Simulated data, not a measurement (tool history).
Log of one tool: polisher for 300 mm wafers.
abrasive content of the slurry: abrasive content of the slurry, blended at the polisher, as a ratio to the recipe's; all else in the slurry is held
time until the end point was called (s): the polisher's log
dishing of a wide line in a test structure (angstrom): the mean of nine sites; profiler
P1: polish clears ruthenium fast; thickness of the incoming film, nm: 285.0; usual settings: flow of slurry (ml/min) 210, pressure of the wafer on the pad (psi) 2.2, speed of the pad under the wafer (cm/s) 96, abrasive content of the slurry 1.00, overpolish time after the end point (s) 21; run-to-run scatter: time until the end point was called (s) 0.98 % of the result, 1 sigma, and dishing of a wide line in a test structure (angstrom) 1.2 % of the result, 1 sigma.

run   hour  flow of slurry (ml/min)  pressure of the wafer on the pad (psi)  speed of the pad under the wafer (cm/s)  abrasive content of the slurry  overpolish time after the end point (s)  time until the end point was called (s)  dishing of a wide line in a test structure (angstrom)
  1    9.0                      210                                     2.2                                       96                            1.00                                       21                                   72.743                                                 577.75
  2   26.0                      210                                     2.2                                       96                            1.00                                       21                                   73.397                                                 578.21
  3   44.9                      210                                     1.0                                       96                            1.00                                       21                                  163.300                                                 299.78
  4   53.4                      210                                     2.2                                       96                            1.40                                       21                                   63.968                                                 644.10
  5   64.2                      210                                     2.2                                      146                            1.00                                       21                                   48.374                                                 807.09
      77.9  -- slurry blender recalibrated
  6   82.4                      285                                     2.2                                       96                            1.00                                       41                                   70.960                                                 958.44
  7   91.0                      210                                     2.2                                       96                            1.00                                       21                                   72.638                                                 582.88
  8  102.0                      150                                     2.2                                       96                            1.25                                       21                                   70.697                                                 608.70
  9  114.3                      210                                     2.2                                       96                            1.00                                       21                                   73.171                                                 582.41
 10  129.8                      210                                     2.9                                       96                            1.00                                       21                                   56.375                                                 717.73
 11  148.1                      210                                     3.0                                       64                            1.00                                       21                                   82.723                                                 540.05
 12  160.5                      290                                     2.2                                       96                            1.00                                       21                                   72.384                                                 596.40
 13  178.3                      125                                     2.2                                       96                            1.00                                       21                                   79.355                                                 539.28
 14  191.5                      210                                     2.2                                       96                            0.50                                       21                                  106.800                                                 436.99
 15  209.0                      210                                     2.2                                       96                            1.00                                       39                                   73.840                                                 925.31
 16  223.2                      210                                     2.2                                       96                            1.00                                       21                                   73.651                                                 572.96
 17  242.7                      210                                     2.2                                       96                            1.00                                       11                                   74.566                                                 340.35
 18  258.7                      210                                     2.2                                       46                            1.00                                       21                                  151.890                                                 311.04
 19  274.4                      210                                     2.2                                       96                            1.00                                       21                                   73.061                                                 579.69
 20  285.3                      210                                     2.2                                       96                            1.00                                       21                                   73.812                                                 576.79
 21  302.7                      210                                     2.2                                       96                            1.00                                       21                                   73.632                                                 589.97
 22  311.9                      210                                     2.2                                       96                            1.00                                       21                                   76.197                                                 564.01
 23  325.9                      210                                     2.2                                       96                            1.00                                       21                                   78.298                                                 554.56
 24  339.0                      210                                     2.2                                       96                            1.00                                       21                                   81.079                                                 542.89

Run 25 comes next. What will it give?
 25  352.7                      210                                     2.2                                       96                            1.00                                       21                                        ?                                                      ?

{"run 25": {"time until the end point was called (s)": 81.991, "dishing of a wide line in a test structure (angstrom)": 539.38}}
